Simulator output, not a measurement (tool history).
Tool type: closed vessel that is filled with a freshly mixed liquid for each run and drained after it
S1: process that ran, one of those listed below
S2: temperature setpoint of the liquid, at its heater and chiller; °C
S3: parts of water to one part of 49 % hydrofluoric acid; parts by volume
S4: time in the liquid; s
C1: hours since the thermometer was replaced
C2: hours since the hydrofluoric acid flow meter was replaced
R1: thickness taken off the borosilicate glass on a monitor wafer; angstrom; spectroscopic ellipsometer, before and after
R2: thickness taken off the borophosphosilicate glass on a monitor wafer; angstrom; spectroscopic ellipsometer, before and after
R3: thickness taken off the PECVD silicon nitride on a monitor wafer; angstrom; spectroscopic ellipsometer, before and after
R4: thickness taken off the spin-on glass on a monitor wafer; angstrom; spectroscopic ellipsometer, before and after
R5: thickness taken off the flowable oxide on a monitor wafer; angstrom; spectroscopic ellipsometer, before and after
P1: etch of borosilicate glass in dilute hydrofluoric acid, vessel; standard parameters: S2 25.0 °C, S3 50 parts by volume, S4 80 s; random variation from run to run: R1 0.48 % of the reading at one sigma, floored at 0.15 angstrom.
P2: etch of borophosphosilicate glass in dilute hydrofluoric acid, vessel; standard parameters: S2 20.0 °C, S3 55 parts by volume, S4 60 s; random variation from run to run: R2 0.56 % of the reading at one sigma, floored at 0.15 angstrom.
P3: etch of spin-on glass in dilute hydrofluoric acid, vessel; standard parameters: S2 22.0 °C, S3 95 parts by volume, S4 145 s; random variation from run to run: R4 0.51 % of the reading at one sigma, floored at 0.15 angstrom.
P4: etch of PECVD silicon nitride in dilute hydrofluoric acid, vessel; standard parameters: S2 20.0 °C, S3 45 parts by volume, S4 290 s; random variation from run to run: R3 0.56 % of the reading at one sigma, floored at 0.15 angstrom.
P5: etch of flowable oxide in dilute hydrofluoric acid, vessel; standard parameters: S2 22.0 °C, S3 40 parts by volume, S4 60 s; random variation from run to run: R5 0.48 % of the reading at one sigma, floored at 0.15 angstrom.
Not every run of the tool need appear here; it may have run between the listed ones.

run   hour  S1    S2   S3   S4      C1     C2       R1       R2      R3      R4      R5
  1    2.9  P1  25.0   50   80  1498.7  636.0   459.98
  2    7.4  P2  17.0   55   60  1503.2  640.5            580.87
  3   13.6  P4  20.0   45  290  1509.4  646.7                    184.65
  4   18.9  P4  20.0   45   95  1514.7  652.0                     61.08
  5   24.0  P2  20.0   55   60  1519.8  657.1            662.55
  6   29.2  P1  25.0   50  130  1525.0  662.3   745.90
  7   33.1  P3  27.5   95  145  1528.9  666.2                            478.34
  8   35.8  P1  25.0   50   80  1531.6  668.9   459.62
  9   40.7  P1  25.0   50   80  1536.5  673.8   460.14
 10   44.5  P5  22.0   40   30  1540.3  677.6                                    186.51
 11   48.8  P1  19.5   50   80  1544.6  681.9   366.03
 12   54.1  P2  20.0   55   60  1549.9  687.2            663.43
 13   58.2  P1  25.0   50   80  1554.0  691.3   456.88
 14   63.9  P4  20.0   70  290  1559.7  697.0                    120.27
 15   67.1  P2  20.0  105   60  1562.9  700.2            329.23
 16   72.9  P5  17.0   40   60  1568.7  706.0                                    301.71
 17   75.9  P1  21.5   50   30  1571.7  709.0   148.87
 18   79.9  P1  25.0   50   30  1575.7  713.0   172.40
 19   82.7  P1  25.0   20   80  1578.5  715.8  1189.40
 20   87.9  P5  22.0   20   60  1583.7  721.0                                    767.73
 21   91.6  P1  25.0   90   80  1587.4  724.7   242.69
 22   94.9  P3  22.0   95  210  1590.7  728.0                            557.53
 23   97.8  P3  22.0   95  145  1593.6  730.9                            383.10
 24  101.4  P4  26.0   45  290  1597.2  734.5                    278.35
 25  104.5  P2  20.0   55  100  1600.3  737.6           1110.40
 26  110.1  P1  31.0   50   80  1605.9  743.2   584.92
 27  115.5  P3  22.0   45  145  1611.3  748.6                            862.95
 28  119.2  P5  22.0   40   60  1615.0  752.3                                    371.83
 29  124.0  P1  25.0   50   80  1619.8  757.1   460.52
 30  128.1  P1  25.0   50   80  1623.9  761.2   473.41
 31  132.9  P1  25.0   50   80  1628.7  766.0   479.77
 32  138.3  P1  25.0   50   80  1634.1  771.4   485.64
 33  142.4  P1  25.0   50   80  1638.2  775.5   490.22
 34  146.5  P1  25.0   50   80  1642.3  779.6   483.87
 35  151.6  P1  25.0   50   80  1647.4  784.7   489.97

P1 has crept away from where it was. The log is fitted equally well by each of these 2 causes, at the sizes shown:
A: liquid hotter than its thermometer reads (K) = 1.44
B: hydrofluoric acid flow above the setpoint (%) = 5.61
The onset of the drift is placed at about hour 124.0.

Which of the 4 check runs listed below separates the causes, so that each cause would produce a clearly different result? Each run uses one wafer, and its results are marked with question marks.
check 1  156.7  P2  20.0  55   60               ?
check 2  156.7  P5  22.0  40   60                           ?
check 3  156.7  P4  20.0  45  290                   ?
check 4  156.7  P3  22.0  95  145                       ?

Check results expected under each cause:
  check  result    if A    if B
check 1      R2  704.63  702.83
check 2      R5  396.64  395.38
check 3      R3  204.81  195.45
check 4      R4  407.03  408.12
Smallest distance between any two causes, each pair judged by its most separating result, in per cent: check 1 0.26 %; check 2 0.32 %; check 3 4.68 %; check 4 0.27 %
The causes can be told apart only by check 3. The other checks would give nearly the same results under each of them.

Check 3 was carried out, with these results: R3 196.27 angstrom. Which of the listed causes is responsible?

It is B: hydrofluoric acid flow above the setpoint (%).
